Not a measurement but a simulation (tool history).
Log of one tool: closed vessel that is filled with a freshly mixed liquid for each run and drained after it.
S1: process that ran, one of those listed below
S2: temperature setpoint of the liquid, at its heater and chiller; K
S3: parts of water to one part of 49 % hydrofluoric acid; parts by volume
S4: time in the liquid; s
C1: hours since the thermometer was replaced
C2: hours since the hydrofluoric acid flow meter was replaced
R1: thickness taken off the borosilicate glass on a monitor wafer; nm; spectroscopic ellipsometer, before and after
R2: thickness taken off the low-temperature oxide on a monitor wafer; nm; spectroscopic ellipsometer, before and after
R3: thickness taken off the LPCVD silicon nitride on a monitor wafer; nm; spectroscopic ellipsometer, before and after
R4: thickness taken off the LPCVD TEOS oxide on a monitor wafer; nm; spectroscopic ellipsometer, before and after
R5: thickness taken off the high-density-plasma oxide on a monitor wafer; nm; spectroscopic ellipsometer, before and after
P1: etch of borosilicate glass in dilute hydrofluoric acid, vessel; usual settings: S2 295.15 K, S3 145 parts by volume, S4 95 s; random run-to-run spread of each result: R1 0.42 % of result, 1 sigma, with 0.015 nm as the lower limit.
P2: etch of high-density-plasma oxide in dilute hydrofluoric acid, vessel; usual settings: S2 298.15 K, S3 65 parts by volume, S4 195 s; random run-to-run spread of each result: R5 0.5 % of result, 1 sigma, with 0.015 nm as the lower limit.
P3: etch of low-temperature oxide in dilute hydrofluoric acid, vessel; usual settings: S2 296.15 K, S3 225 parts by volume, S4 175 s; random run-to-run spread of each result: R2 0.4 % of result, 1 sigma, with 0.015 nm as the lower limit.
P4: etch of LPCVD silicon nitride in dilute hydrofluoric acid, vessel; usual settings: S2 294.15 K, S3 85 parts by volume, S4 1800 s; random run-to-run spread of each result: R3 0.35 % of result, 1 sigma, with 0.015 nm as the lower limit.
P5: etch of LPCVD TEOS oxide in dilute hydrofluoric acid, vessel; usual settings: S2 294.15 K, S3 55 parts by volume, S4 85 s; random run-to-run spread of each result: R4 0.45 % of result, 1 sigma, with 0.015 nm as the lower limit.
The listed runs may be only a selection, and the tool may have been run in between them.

run 1 hour=10.8 | S1=P1 S2=295.15 S3=145 S4=95 | C1=321.3 C2=975.9 | R1=15.4380
run 2 hour=23.9 | S1=P1 S2=295.15 S3=145 S4=95 | C1=334.4 C2=989.0 | R1=15.4020
run 3 hour=37.3 | S1=P3 S2=296.15 S3=225 S4=175 | C1=347.8 C2=1002.4 | R2=6.9199
run 4 hour=50.1 | S1=P4 S2=294.15 S3=85 S4=160 | C1=360.6 C2=1015.2 | R3=0.76326
run 5 hour=60.9 | S1=P4 S2=294.15 S3=85 S4=1800 | C1=371.4 C2=1026.0 | R3=8.61830
run 6 hour=74.8 | S1=P5 S2=290.15 S3=55 S4=85 | C1=385.3 C2=1039.9 | R4=35.312
run 7 hour=85.6 | S1=P2 S2=298.15 S3=65 S4=195 | C1=396.1 C2=1050.7 | R5=16.6810
run 8 hour=94.4 | S1=P5 S2=294.15 S3=55 S4=30 | C1=404.9 C2=1059.5 | R4=14.843
run 9 hour=102.5 | S1=P3 S2=296.15 S3=225 S4=175 | C1=413.0 C2=1067.6 | R2=6.8916
run 10 hour=109.4 | S1=P1 S2=295.15 S3=145 S4=55 | C1=419.9 C2=1074.5 | R1=8.9838
run 11 hour=121.8 | S1=P2 S2=298.15 S3=65 S4=195 | C1=432.3 C2=1086.9 | R5=16.6820
run 12 hour=129.2 | S1=P5 S2=294.15 S3=20 S4=85 | C1=439.7 C2=1094.3 | R4=120.350
run 13 hour=138.0 | S1=P4 S2=294.15 S3=125 S4=1800 | C1=448.5 C2=1103.1 | R3=5.91440
run 14 hour=145.2 | S1=P1 S2=290.15 S3=145 S4=95 | C1=455.7 C2=1110.3 | R1=12.5460
run 15 hour=158.7 | S1=P2 S2=298.15 S3=65 S4=30 | C1=469.2 C2=1123.8 | R5=2.5937
run 16 hour=171.2 | S1=P1 S2=295.15 S3=145 S4=95 | C1=481.7 C2=1136.3 | R1=15.3680
run 17 hour=181.8 | S1=P3 S2=290.15 S3=225 S4=175 | C1=492.3 C2=1146.9 | R2=5.5237
run 18 hour=189.9 | S1=P4 S2=290.15 S3=85 S4=1800 | C1=500.4 C2=1155.0 | R3=6.51370
run 19 hour=198.7 | S1=P1 S2=295.15 S3=145 S4=155 | C1=509.2 C2=1163.8 | R1=25.2130
run 20 hour=204.9 | S1=P5 S2=294.15 S3=55 S4=85 | C1=515.4 C2=1170.0 | R4=42.046
run 21 hour=214.6 | S1=P2 S2=303.65 S3=65 S4=195 | C1=525.1 C2=1179.7 | R5=20.6410
run 22 hour=222.2 | S1=P2 S2=298.15 S3=35 S4=195 | C1=532.7 C2=1187.3 | R5=32.3290

Run 23 comes next. What will it give?
run 23 hour=235.5 | S1=P1 S2=290.65 S3=255 S4=95 | C1=546.0 C2=1200.6 | R1=?

Run 23 came out at R1 6.6161 nm.
